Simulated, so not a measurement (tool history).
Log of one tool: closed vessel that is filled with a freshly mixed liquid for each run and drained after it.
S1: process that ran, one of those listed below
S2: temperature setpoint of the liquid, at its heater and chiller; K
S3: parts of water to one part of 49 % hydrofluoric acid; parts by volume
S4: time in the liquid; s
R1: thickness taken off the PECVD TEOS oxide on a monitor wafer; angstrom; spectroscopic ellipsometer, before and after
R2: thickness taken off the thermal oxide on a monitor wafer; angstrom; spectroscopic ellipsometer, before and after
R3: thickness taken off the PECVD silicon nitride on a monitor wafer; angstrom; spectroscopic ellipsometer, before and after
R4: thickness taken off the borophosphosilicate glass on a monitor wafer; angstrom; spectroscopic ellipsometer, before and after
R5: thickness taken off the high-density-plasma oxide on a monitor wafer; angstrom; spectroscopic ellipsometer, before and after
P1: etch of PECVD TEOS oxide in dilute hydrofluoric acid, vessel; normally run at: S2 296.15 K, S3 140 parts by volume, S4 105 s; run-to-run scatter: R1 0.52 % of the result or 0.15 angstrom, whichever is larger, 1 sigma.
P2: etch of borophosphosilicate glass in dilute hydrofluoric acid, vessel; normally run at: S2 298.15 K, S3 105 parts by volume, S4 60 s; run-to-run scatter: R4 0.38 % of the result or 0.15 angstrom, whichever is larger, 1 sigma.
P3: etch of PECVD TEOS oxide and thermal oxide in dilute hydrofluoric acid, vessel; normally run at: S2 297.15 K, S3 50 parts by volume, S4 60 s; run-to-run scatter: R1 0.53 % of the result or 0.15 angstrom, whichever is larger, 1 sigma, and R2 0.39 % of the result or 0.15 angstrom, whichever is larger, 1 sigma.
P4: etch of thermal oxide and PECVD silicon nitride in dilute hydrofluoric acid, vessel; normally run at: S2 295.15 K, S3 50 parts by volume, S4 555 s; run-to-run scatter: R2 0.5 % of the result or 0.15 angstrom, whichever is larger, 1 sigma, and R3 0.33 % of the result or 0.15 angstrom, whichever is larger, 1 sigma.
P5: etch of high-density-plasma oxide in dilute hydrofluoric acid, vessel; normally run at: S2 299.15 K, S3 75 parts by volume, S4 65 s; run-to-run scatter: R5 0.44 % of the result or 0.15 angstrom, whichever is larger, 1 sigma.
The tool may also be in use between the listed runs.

| run | hour | S1 | S2 | S3 | S4 | R1 | R2 | R3 | R4 | R5 |
|---|---|---|---|---|---|---|---|---|---|---|
| 1 | 3.8 | P1 | 296.15 | 140 | 105 | 179.680 |  |  |  |  |
| 2 | 8.5 | P1 | 296.15 | 140 | 105 | 179.980 |  |  |  |  |
| 3 | 12.0 | P4 | 295.15 | 20 | 555 |  | 1335.600 | 697.62 |  |  |
| 4 | 18.5 | P3 | 297.15 | 50 | 110 | 285.020 | 112.360 |  |  |  |
| 5 | 24.5 | P2 | 298.15 | 105 | 60 |  |  |  | 372.11 |  |
| 6 | 31.4 | P4 | 295.15 | 50 | 555 |  | 520.030 | 286.17 |  |  |
| 7 | 38.8 | P1 | 296.15 | 140 | 105 | 179.810 |  |  |  |  |
| 8 | 42.5 | P5 | 303.15 | 75 | 65 |  |  |  |  | 92.290 |
| 9 | 46.9 | P1 | 296.15 | 35 | 105 | 820.660 |  |  |  |  |
| 10 | 52.4 | P3 | 297.15 | 80 | 60 | 93.626 | 36.942 |  |  |  |
| 11 | 58.5 | P3 | 297.15 | 50 | 60 | 153.770 | 61.590 |  |  |  |
| 12 | 63.2 | P2 | 298.15 | 45 | 60 |  |  |  | 935.33 |  |
| 13 | 68.4 | P5 | 299.15 | 75 | 30 |  |  |  |  | 36.556 |
| 14 | 73.6 | P4 | 295.15 | 50 | 555 |  | 515.360 | 286.99 |  |  |
| 15 | 77.5 | P1 | 292.15 | 225 | 105 | 87.693 |  |  |  |  |
| 16 | 84.0 | P2 | 290.15 | 105 | 60 |  |  |  | 267.66 |  |
| 17 | 87.8 | P4 | 302.15 | 50 | 555 |  | 693.810 | 455.73 |  |  |
| 18 | 91.4 | P2 | 298.15 | 105 | 60 |  |  |  | 369.77 |  |
| 19 | 95.5 | P5 | 299.15 | 140 | 65 |  |  |  |  | 38.674 |
| 20 | 99.4 | P1 | 296.15 | 140 | 105 | 180.090 |  |  |  |  |
| 21 | 104.7 | P3 | 297.15 | 50 | 60 | 154.710 | 61.354 |  |  |  |
| 22 | 112.1 | P1 | 290.65 | 140 | 105 | 144.230 |  |  |  |  |
| 23 | 117.3 | P3 | 302.65 | 50 | 60 | 193.540 | 77.402 |  |  |  |
| 24 | 124.7 | P1 | 302.15 | 140 | 105 | 226.400 |  |  |  |  |
| 25 | 131.1 | P2 | 298.15 | 105 | 105 |  |  |  | 647.25 |  |
| 26 | 136.7 | P1 | 296.15 | 205 | 105 | 114.170 |  |  |  |  |
| 27 | 143.3 | P1 | 296.15 | 220 | 150 | 149.600 |  |  |  |  |
| 28 | 149.6 | P1 | 296.15 | 140 | 30 | 50.791 |  |  |  |  |
| 29 | 154.3 | P1 | 296.15 | 140 | 170 | 289.440 |  |  |  |  |
| 30 | 158.9 | P4 | 295.15 | 50 | 1100 |  | 1032.400 | 563.26 |  |  |
| 31 | 163.7 | P5 | 299.15 | 75 | 65 |  |  |  |  | 78.862 |
| 32 | 167.0 | P1 | 296.15 | 140 | 105 | 180.250 |  |  |  |  |
| 33 | 170.3 | P1 | 296.15 | 140 | 105 | 176.540 |  |  |  |  |
| 34 | 177.1 | P1 | 296.15 | 140 | 105 | 172.730 |  |  |  |  |
| 35 | 180.8 | P1 | 296.15 | 140 | 105 | 172.960 |  |  |  |  |
| 36 | 184.8 | P1 | 296.15 | 140 | 105 | 171.320 |  |  |  |  |
| 37 | 189.5 | P1 | 296.15 | 140 | 105 | 169.150 |  |  |  |  |
| 38 | 196.4 | P1 | 296.15 | 140 | 105 | 169.970 |  |  |  |  |
| 39 | 203.2 | P1 | 296.15 | 140 | 105 | 168.860 |  |  |  |  |
| 40 | 207.9 | P1 | 296.15 | 140 | 105 | 167.590 |  |  |  |  |
| 41 | 213.3 | P1 | 296.15 | 140 | 105 | 168.500 |  |  |  |  |
| 42 | 216.7 | P1 | 296.15 | 140 | 105 | 168.750 |  |  |  |  |

What P1 gives has crept away from where it was. These 2 causes fit the log equally well, each at the size given:
A: liquid colder than its thermometer reads (K) = 1.64
B: hydrofluoric acid flow below the setpoint (%) = 5.35
The creep began at about hour 167.0.

4 check runs are offered, one wafer each, their results left as question marks. Which one tells the causes apart?
| check 1 | 220.1 | P4 | 295.15 | 50 | 555 |  | ? | ? |  |  |
| check 2 | 220.1 | P5 | 299.15 | 75 | 65 |  |  |  |  | ? |
| check 3 | 220.1 | P2 | 298.15 | 105 | 60 |  |  |  | ? |  |
| check 4 | 220.1 | P3 | 297.15 | 50 | 60 | ? | ? |  |  |  |

What each check would give under each cause:
| check | result | if A | if B |
|---|---|---|---|
| check 1 | R2 | 484.140 | 489.200 |
| check 1 | R3 | 255.54 | 271.13 |
| check 2 | R5 | 74.131 | 74.493 |
| check 3 | R4 | 347.96 | 348.73 |
| check 4 | R1 | 144.890 | 146.220 |
| check 4 | R2 | 57.546 | 58.074 |
How far apart the two closest causes lie, in the result that separates them most: check 1 5.92 %; check 2 0.49 %; check 3 0.22 %; check 4 0.91 %
Only check 1 tells the causes apart: in the others they would give nearly the same result.

Check 1 was then run and gave: R2 487.790 angstrom; R3 255.74 angstrom. Which cause is it?

It is A: liquid colder than its thermometer reads (K).
